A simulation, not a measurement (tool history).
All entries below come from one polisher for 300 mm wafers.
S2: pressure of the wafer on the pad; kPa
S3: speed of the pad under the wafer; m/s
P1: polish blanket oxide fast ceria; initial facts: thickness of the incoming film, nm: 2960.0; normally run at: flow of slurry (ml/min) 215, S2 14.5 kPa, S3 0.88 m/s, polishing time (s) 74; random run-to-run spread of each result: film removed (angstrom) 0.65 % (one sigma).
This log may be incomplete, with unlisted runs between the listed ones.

run 1 day=0.142 | flow_of_slurry_(ml/min)=215 S2=14.5 S3=0.88 polishing_time_(s)=74 | film_removed_(angstrom)=8921.1
run 2 day=0.379 | flow_of_slurry_(ml/min)=330 S2=14.5 S3=0.88 polishing_time_(s)=36 | film_removed_(angstrom)=4577.3
run 3 day=0.558 | flow_of_slurry_(ml/min)=215 S2=14.5 S3=0.88 polishing_time_(s)=74 | film_removed_(angstrom)=8947.6
run 4 day=0.771 | flow_of_slurry_(ml/min)=215 S2=14.5 S3=1.38 polishing_time_(s)=74 | film_removed_(angstrom)=14154
run 5 day=0.933 | flow_of_slurry_(ml/min)=215 S2=14.5 S3=0.88 polishing_time_(s)=74 | film_removed_(angstrom)=8890.2
run 6 day=1.138 | flow_of_slurry_(ml/min)=215 S2=14.5 S3=0.88 polishing_time_(s)=43 | film_removed_(angstrom)=5221.6
run 7 day=1.354 | flow_of_slurry_(ml/min)=270 S2=14.5 S3=0.88 polishing_time_(s)=74 | film_removed_(angstrom)=9166.3
run 8 day=1.583 | flow_of_slurry_(ml/min)=130 S2=14.5 S3=0.88 polishing_time_(s)=74 | film_removed_(angstrom)=8240.3
run 9 day=1.708 | flow_of_slurry_(ml/min)=215 S2=14.5 S3=0.58 polishing_time_(s)=74 | film_removed_(angstrom)=5893.3
-- day=1.9 worn pad replaced by a new one
run 10 day=1.9 | flow_of_slurry_(ml/min)=215 S2=14.5 S3=1.28 polishing_time_(s)=102 | film_removed_(angstrom)=17901
-- day=2.017 head pressure recalibrated
run 11 day=2.175 | flow_of_slurry_(ml/min)=215 S2=7.6 S3=0.88 polishing_time_(s)=74 | film_removed_(angstrom)=4674
run 12 day=2.354 | flow_of_slurry_(ml/min)=305 S2=7.6 S3=0.88 polishing_time_(s)=74 | film_removed_(angstrom)=4907.9
run 13 day=2.558 | flow_of_slurry_(ml/min)=215 S2=14.5 S3=0.88 polishing_time_(s)=118 | film_removed_(angstrom)=14346
run 14 day=2.775 | flow_of_slurry_(ml/min)=215 S2=14.5 S3=0.88 polishing_time_(s)=74 | film_removed_(angstrom)=8940.2
run 15 day=3.012 | flow_of_slurry_(ml/min)=215 S2=21.4 S3=0.88 polishing_time_(s)=74 | film_removed_(angstrom)=13212
run 16 day=3.162 | flow_of_slurry_(ml/min)=215 S2=14.5 S3=0.88 polishing_time_(s)=74 | film_removed_(angstrom)=8903.2
run 17 day=3.421 | flow_of_slurry_(ml/min)=215 S2=14.5 S3=0.88 polishing_time_(s)=74 | film_removed_(angstrom)=8854.5
run 18 day=3.562 | flow_of_slurry_(ml/min)=215 S2=14.5 S3=0.88 polishing_time_(s)=74 | film_removed_(angstrom)=8743.4
run 19 day=3.762 | flow_of_slurry_(ml/min)=215 S2=14.5 S3=0.88 polishing_time_(s)=74 | film_removed_(angstrom)=8751.1
run 20 day=3.896 | flow_of_slurry_(ml/min)=215 S2=14.5 S3=0.88 polishing_time_(s)=74 | film_removed_(angstrom)=8719.9
-- day=4.062 worn pad replaced by a new one
run 21 day=4.129 | flow_of_slurry_(ml/min)=215 S2=14.5 S3=0.88 polishing_time_(s)=74 | film_removed_(angstrom)=8604.4
run 22 day=4.338 | flow_of_slurry_(ml/min)=215 S2=14.5 S3=0.88 polishing_time_(s)=74 | film_removed_(angstrom)=8501.6
run 23 day=4.625 | flow_of_slurry_(ml/min)=215 S2=14.5 S3=0.88 polishing_time_(s)=74 | film_removed_(angstrom)=8593.3
run 24 day=4.862 | flow_of_slurry_(ml/min)=215 S2=14.5 S3=0.88 polishing_time_(s)=74 | film_removed_(angstrom)=8671.5
run 25 day=5.004 | flow_of_slurry_(ml/min)=215 S2=14.5 S3=0.88 polishing_time_(s)=74 | film_removed_(angstrom)=8542.4

P1 has crept away from where it was. The log is fitted equally well by each of these 2 causes, at the sizes shown:
A: slurry flow missing at the pad, % = 27.8
B: head's pressure below its setpoint, % = 4.59
Onset of the creep was near day 3.162.
Other possible causes, and why each is ruled out:
removal rate lost through wear of the pad, %: serviced at day 4.062, after the change had begun; the process did not return to its earlier output

Each of the check runs listed below is run on 3 wafers and reports their average, with the results left as question marks. Pick the one under which the possible causes would lead to clearly different results.
run check 1 day=5.146 | flow_of_slurry_(ml/min)=130 S2=14.5 S3=0.88 polishing_time_(s)=74 | film_removed_(angstrom)=?
run check 2 day=5.146 | flow_of_slurry_(ml/min)=215 S2=19.3 S3=0.88 polishing_time_(s)=74 | film_removed_(angstrom)=?
run check 3 day=5.146 | flow_of_slurry_(ml/min)=215 S2=17.9 S3=0.88 polishing_time_(s)=74 | film_removed_(angstrom)=?
run check 4 day=5.146 | flow_of_slurry_(ml/min)=215 S2=14.5 S3=1.3 polishing_time_(s)=114 | film_removed_(angstrom)=?

Expected result of each check under each candidate cause:
check=check_1 result=film_removed_(angstrom) if_A=7695.4 if_B=7909.6
check=check_2 result=film_removed_(angstrom) if_A=11415 if_B=11415
check=check_3 result=film_removed_(angstrom) if_A=10600 if_B=10600
check=check_4 result=film_removed_(angstrom) if_A=19484 if_B=19483
Distance between the nearest two causes, measured in the result of the check that separates them most: check 1 2.75 %; check 2 0 %; check 3 0 %; check 4 0 %
Only in check 1 would the causes give clearly different results; in the remaining checks their results would be nearly the same.

The results of check 1 are: film removed (angstrom) 7927.7. Based on these, which of the listed causes is it?

The cause is B: head's pressure below its setpoint, %.
